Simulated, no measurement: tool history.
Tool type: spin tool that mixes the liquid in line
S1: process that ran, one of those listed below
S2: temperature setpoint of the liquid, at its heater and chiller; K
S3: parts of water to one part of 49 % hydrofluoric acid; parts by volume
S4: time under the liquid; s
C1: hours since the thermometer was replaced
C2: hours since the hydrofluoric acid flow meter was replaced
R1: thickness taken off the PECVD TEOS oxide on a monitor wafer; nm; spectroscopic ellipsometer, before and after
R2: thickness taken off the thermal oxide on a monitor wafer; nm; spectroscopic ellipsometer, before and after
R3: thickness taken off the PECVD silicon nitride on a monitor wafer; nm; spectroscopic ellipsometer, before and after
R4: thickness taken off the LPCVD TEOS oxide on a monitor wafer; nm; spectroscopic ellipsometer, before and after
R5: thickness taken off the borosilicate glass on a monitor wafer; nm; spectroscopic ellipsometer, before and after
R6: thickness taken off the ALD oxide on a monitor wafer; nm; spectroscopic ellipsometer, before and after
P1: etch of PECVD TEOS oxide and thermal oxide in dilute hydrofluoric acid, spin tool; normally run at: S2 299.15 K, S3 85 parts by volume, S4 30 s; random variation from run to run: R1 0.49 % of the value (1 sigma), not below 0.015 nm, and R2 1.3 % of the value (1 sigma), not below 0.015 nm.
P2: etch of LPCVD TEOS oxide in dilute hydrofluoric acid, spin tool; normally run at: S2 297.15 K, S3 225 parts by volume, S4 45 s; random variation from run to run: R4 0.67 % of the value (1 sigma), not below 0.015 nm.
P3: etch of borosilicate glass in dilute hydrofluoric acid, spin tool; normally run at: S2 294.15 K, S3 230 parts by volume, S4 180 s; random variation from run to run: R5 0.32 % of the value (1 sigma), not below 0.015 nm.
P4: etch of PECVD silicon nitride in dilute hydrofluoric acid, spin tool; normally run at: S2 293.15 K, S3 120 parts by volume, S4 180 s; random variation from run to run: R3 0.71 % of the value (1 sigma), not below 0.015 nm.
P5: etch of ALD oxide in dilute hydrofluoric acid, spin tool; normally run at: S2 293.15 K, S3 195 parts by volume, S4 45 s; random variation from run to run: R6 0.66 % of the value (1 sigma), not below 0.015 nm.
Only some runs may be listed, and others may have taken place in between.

run 1 hour=9 | S1=P1 S2=299.15 S3=85 S4=30 | C1=737.2 C2=316.4 | R1=5.1854 R2=1.7835
run 2 hour=16.7 | S1=P4 S2=293.15 S3=120 S4=15 | C1=744.9 C2=324.1 | R3=0.30488
run 3 hour=28.7 | S1=P1 S2=291.65 S3=85 S4=30 | C1=756.9 C2=336.1 | R1=3.8136 R2=1.3002
run 4 hour=35 | S1=P4 S2=293.15 S3=120 S4=180 | C1=763.2 C2=342.4 | R3=3.9989
run 5 hour=41.5 | S1=P2 S2=297.15 S3=405 S4=45 | C1=769.7 C2=348.9 | R4=2.0316
run 6 hour=48.7 | S1=P3 S2=294.15 S3=410 S4=180 | C1=776.9 C2=356.1 | R5=10.077
run 7 hour=58.5 | S1=P2 S2=297.15 S3=225 S4=45 | C1=786.7 C2=365.9 | R4=4.3388
run 8 hour=69 | S1=P5 S2=293.15 S3=330 S4=45 | C1=797.2 C2=376.4 | R6=2.3133
run 9 hour=77 | S1=P1 S2=299.15 S3=85 S4=30 | C1=805.2 C2=384.4 | R1=5.2485 R2=1.8058
run 10 hour=87.2 | S1=P1 S2=299.15 S3=35 S4=30 | C1=815.4 C2=394.6 | R1=13.552 R2=4.6339
run 11 hour=96.5 | S1=P1 S2=299.15 S3=85 S4=15 | C1=824.7 C2=403.9 | R1=2.5669 R2=0.86049
run 12 hour=108 | S1=P3 S2=290.15 S3=230 S4=180 | C1=836.2 C2=415.4 | R5=18.083
run 13 hour=114 | S1=P2 S2=290.65 S3=225 S4=45 | C1=842.2 C2=421.4 | R4=3.3366
run 14 hour=126.1 | S1=P1 S2=305.65 S3=85 S4=30 | C1=854.3 C2=433.5 | R1=6.6736 R2=2.2783
run 15 hour=135.2 | S1=P5 S2=293.15 S3=195 S4=45 | C1=863.4 C2=442.6 | R6=4.3971
run 16 hour=143.2 | S1=P4 S2=290.15 S3=120 S4=180 | C1=871.4 C2=450.6 | R3=3.2487
run 17 hour=150 | S1=P1 S2=299.15 S3=85 S4=30 | C1=878.2 C2=457.4 | R1=5.2228 R2=1.8097
run 18 hour=157.7 | S1=P5 S2=298.65 S3=195 S4=45 | C1=885.9 C2=465.1 | R6=5.3627
run 19 hour=168.4 | S1=P1 S2=292.15 S3=120 S4=30 | C1=896.6 C2=475.8 | R1=2.6605 R2=0.90761
run 20 hour=175.7 | S1=P1 S2=299.15 S3=135 S4=30 | C1=903.9 C2=483.1 | R1=3.074 R2=1.0762
run 21 hour=185.5 | S1=P3 S2=294.15 S3=230 S4=350 | C1=913.7 C2=492.9 | R5=40.797
run 22 hour=197.7 | S1=P1 S2=299.15 S3=85 S4=50 | C1=925.9 C2=505.1 | R1=8.5972 R2=2.9669
run 23 hour=206.1 | S1=P5 S2=293.15 S3=195 S4=65 | C1=934.3 C2=513.5 | R6=6.3713
run 24 hour=216.9 | S1=P4 S2=293.15 S3=30 S4=180 | C1=945.1 C2=524.3 | R3=15.257
run 25 hour=228.4 | S1=P4 S2=293.15 S3=120 S4=180 | C1=956.6 C2=535.8 | R3=3.9737
run 26 hour=235.7 | S1=P1 S2=303.65 S3=50 S4=30 | C1=963.9 C2=543.1 | R1=11.064 R2=3.7994
run 27 hour=246.3 | S1=P3 S2=294.15 S3=230 S4=180 | C1=974.5 C2=553.7 | R5=21.089
run 28 hour=256.3 | S1=P1 S2=299.15 S3=85 S4=30 | C1=984.5 C2=563.7 | R1=5.2565 R2=1.7257
run 29 hour=264.7 | S1=P2 S2=297.15 S3=225 S4=80 | C1=992.9 C2=572.1 | R4=7.7445
run 30 hour=277 | S1=P1 S2=299.15 S3=85 S4=30 | C1=1005.2 C2=584.4 | R1=5.2121 R2=1.7666
run 31 hour=283.3 | S1=P1 S2=299.15 S3=85 S4=30 | C1=1011.5 C2=590.7 | R1=5.169 R2=1.7932
run 32 hour=289.3 | S1=P1 S2=299.15 S3=85 S4=30 | C1=1017.5 C2=596.7 | R1=5.2274 R2=1.7627
run 33 hour=299.8 | S1=P1 S2=299.15 S3=85 S4=30 | C1=1028 C2=607.2 | R1=5.3994 R2=1.892
run 34 hour=306.7 | S1=P1 S2=299.15 S3=85 S4=30 | C1=1034.9 C2=614.1 | R1=5.4867 R2=1.95
run 35 hour=318.3 | S1=P1 S2=299.15 S3=85 S4=30 | C1=1046.5 C2=625.7 | R1=5.5645 R2=1.9637
run 36 hour=326.3 | S1=P1 S2=299.15 S3=85 S4=30 | C1=1054.5 C2=633.7 | R1=5.6203 R2=1.9474
run 37 hour=334.8 | S1=P1 S2=299.15 S3=85 S4=30 | C1=1063 C2=642.2 | R1=5.7036 R2=1.9926
run 38 hour=341 | S1=P1 S2=299.15 S3=85 S4=30 | C1=1069.2 C2=648.4 | R1=5.6551 R2=1.9516

The output of P1 has drifted from where it used to be. Each of the 2 causes below, taken at the size shown beside it, accounts for the log equally well:
A: hydrofluoric acid flow above the setpoint (%) = 7.88
B: liquid hotter than its thermometer reads (K) = 2.16
Creep in the process output first set in at about hour 289.3.

Each of the 4 check runs below uses one wafer; its results are left as question marks. Which run tells the causes apart?
run check 1 hour=347.2 | S1=P4 S2=290.15 S3=45 S4=180 | R3=?
run check 2 hour=347.2 | S1=P5 S2=298.15 S3=195 S4=45 | R6=?
run check 3 hour=347.2 | S1=P2 S2=291.15 S3=365 S4=45 | R4=?
run check 4 hour=347.2 | S1=P3 S2=290.15 S3=230 S4=180 | R5=?

What every check run would give for each of its results, assuming each possible cause in turn:
check=check_1 result=R3 if_A=9.0053 if_B=9.7472
check=check_2 result=R6 if_A=5.8131 if_B=5.7355
check=check_3 result=R4 if_A=2.0861 if_B=2.0436
check=check_4 result=R5 if_A=19.779 if_B=19.638
Per check, the gap between the least separated pair of causes, taken in the result that splits them most: check 1 7.92 %; check 2 1.34 %; check 3 2.06 %; check 4 0.71 %
Of the check runs offered, only check 1 discriminates between the causes; the rest would read about the same regardless of which cause applies.

With check 1 done, the readings were: R3 9.6134 nm. Identify which of the listed causes applies.

It is B: liquid hotter than its thermometer reads (K).
